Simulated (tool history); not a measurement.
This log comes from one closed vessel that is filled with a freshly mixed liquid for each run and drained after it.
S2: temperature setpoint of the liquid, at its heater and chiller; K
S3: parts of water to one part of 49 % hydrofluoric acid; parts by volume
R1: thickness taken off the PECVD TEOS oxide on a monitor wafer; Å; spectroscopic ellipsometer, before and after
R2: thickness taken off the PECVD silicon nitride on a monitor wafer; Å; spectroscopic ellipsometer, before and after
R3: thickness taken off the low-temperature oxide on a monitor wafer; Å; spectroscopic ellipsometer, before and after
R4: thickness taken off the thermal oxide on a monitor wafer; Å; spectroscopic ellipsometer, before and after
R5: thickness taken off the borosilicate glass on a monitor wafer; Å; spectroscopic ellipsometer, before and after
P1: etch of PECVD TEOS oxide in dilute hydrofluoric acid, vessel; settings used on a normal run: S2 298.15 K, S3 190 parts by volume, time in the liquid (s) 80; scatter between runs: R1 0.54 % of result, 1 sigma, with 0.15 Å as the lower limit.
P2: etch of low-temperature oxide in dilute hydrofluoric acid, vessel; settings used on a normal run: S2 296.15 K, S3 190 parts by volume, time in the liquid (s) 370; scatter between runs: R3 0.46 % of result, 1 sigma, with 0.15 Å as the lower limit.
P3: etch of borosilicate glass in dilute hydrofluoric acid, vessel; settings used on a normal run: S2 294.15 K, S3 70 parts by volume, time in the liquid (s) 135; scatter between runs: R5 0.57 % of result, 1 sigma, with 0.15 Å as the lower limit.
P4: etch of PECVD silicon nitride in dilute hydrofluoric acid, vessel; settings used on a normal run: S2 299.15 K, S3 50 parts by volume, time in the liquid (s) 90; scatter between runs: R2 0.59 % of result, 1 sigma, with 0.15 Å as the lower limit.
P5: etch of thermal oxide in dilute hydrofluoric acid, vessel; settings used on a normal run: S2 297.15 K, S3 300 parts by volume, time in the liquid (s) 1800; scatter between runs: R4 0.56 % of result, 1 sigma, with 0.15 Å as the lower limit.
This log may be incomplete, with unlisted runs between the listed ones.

run 1 day=0.462 | process_that_ran=P1 S2=298.15 S3=190 time_in_the_liquid_(s)=80 | R1=71.22
run 2 day=1.029 | process_that_ran=P4 S2=299.15 S3=80 time_in_the_liquid_(s)=90 | R2=31.43
run 3 day=1.596 | process_that_ran=P2 S2=290.15 S3=190 time_in_the_liquid_(s)=370 | R3=464.13
run 4 day=2.15 | process_that_ran=P1 S2=303.65 S3=190 time_in_the_liquid_(s)=80 | R1=87.097
run 5 day=2.604 | process_that_ran=P5 S2=297.15 S3=150 time_in_the_liquid_(s)=1800 | R4=537.37
run 6 day=3.096 | process_that_ran=P1 S2=298.15 S3=190 time_in_the_liquid_(s)=80 | R1=71.267
run 7 day=3.421 | process_that_ran=P1 S2=298.15 S3=190 time_in_the_liquid_(s)=80 | R1=71.843
run 8 day=3.846 | process_that_ran=P1 S2=298.15 S3=190 time_in_the_liquid_(s)=120 | R1=106.64
run 9 day=4.358 | process_that_ran=P1 S2=298.15 S3=285 time_in_the_liquid_(s)=80 | R1=42.931
run 10 day=4.662 | process_that_ran=P3 S2=294.15 S3=95 time_in_the_liquid_(s)=135 | R5=299.68
run 11 day=4.975 | process_that_ran=P5 S2=297.15 S3=300 time_in_the_liquid_(s)=1800 | R4=229.3
run 12 day=5.388 | process_that_ran=P2 S2=296.15 S3=280 time_in_the_liquid_(s)=370 | R3=364.09
run 13 day=5.858 | process_that_ran=P1 S2=293.65 S3=190 time_in_the_liquid_(s)=80 | R1=60.626
run 14 day=6.183 | process_that_ran=P4 S2=292.65 S3=50 time_in_the_liquid_(s)=90 | R2=32.563
run 15 day=6.525 | process_that_ran=P2 S2=296.15 S3=190 time_in_the_liquid_(s)=370 | R3=586.99
run 16 day=6.9 | process_that_ran=P3 S2=294.15 S3=70 time_in_the_liquid_(s)=30 | R5=93.347
run 17 day=7.312 | process_that_ran=P1 S2=298.15 S3=190 time_in_the_liquid_(s)=30 | R1=26.392
run 18 day=7.583 | process_that_ran=P4 S2=299.15 S3=50 time_in_the_liquid_(s)=90 | R2=50.462
run 19 day=8.142 | process_that_ran=P2 S2=296.15 S3=190 time_in_the_liquid_(s)=600 | R3=947.34
run 20 day=8.712 | process_that_ran=P1 S2=298.15 S3=35 time_in_the_liquid_(s)=80 | R1=472.71
run 21 day=9.192 | process_that_ran=P1 S2=298.15 S3=190 time_in_the_liquid_(s)=80 | R1=72.087
run 22 day=9.483 | process_that_ran=P1 S2=298.15 S3=190 time_in_the_liquid_(s)=80 | R1=71.273
run 23 day=9.992 | process_that_ran=P1 S2=298.15 S3=300 time_in_the_liquid_(s)=30 | R1=15.055
run 24 day=10.538 | process_that_ran=P3 S2=299.65 S3=70 time_in_the_liquid_(s)=135 | R5=525.76
run 25 day=11.029 | process_that_ran=P3 S2=294.15 S3=70 time_in_the_liquid_(s)=135 | R5=416.18
run 26 day=11.55 | process_that_ran=P5 S2=297.15 S3=300 time_in_the_liquid_(s)=3510 | R4=445.34
run 27 day=11.875 | process_that_ran=P1 S2=293.15 S3=110 time_in_the_liquid_(s)=80 | R1=110.77
run 28 day=12.179 | process_that_ran=P3 S2=294.15 S3=70 time_in_the_liquid_(s)=135 | R5=421.62
run 29 day=12.629 | process_that_ran=P5 S2=290.15 S3=300 time_in_the_liquid_(s)=1800 | R4=178.43
run 30 day=13.112 | process_that_ran=P1 S2=298.15 S3=190 time_in_the_liquid_(s)=80 | R1=71.886
run 31 day=13.483 | process_that_ran=P2 S2=296.15 S3=190 time_in_the_liquid_(s)=370 | R3=590.38
run 32 day=14.033 | process_that_ran=P4 S2=299.15 S3=50 time_in_the_liquid_(s)=30 | R2=17.026
run 33 day=14.517 | process_that_ran=P1 S2=298.15 S3=190 time_in_the_liquid_(s)=80 | R1=70.859
run 34 day=14.942 | process_that_ran=P1 S2=298.15 S3=190 time_in_the_liquid_(s)=80 | R1=72.428
run 35 day=15.246 | process_that_ran=P1 S2=298.15 S3=190 time_in_the_liquid_(s)=80 | R1=73.186
run 36 day=15.788 | process_that_ran=P1 S2=298.15 S3=190 time_in_the_liquid_(s)=80 | R1=73.822
run 37 day=16.279 | process_that_ran=P1 S2=298.15 S3=190 time_in_the_liquid_(s)=80 | R1=74.402
run 38 day=16.729 | process_that_ran=P1 S2=298.15 S3=190 time_in_the_liquid_(s)=80 | R1=74.995
run 39 day=17.1 | process_that_ran=P1 S2=298.15 S3=190 time_in_the_liquid_(s)=80 | R1=75.327

Forecast run 40:
run 40 day=17.404 | process_that_ran=P1 S2=298.15 S3=190 time_in_the_liquid_(s)=80 | R1=?

Run 40 produced R1 75.414 Å.

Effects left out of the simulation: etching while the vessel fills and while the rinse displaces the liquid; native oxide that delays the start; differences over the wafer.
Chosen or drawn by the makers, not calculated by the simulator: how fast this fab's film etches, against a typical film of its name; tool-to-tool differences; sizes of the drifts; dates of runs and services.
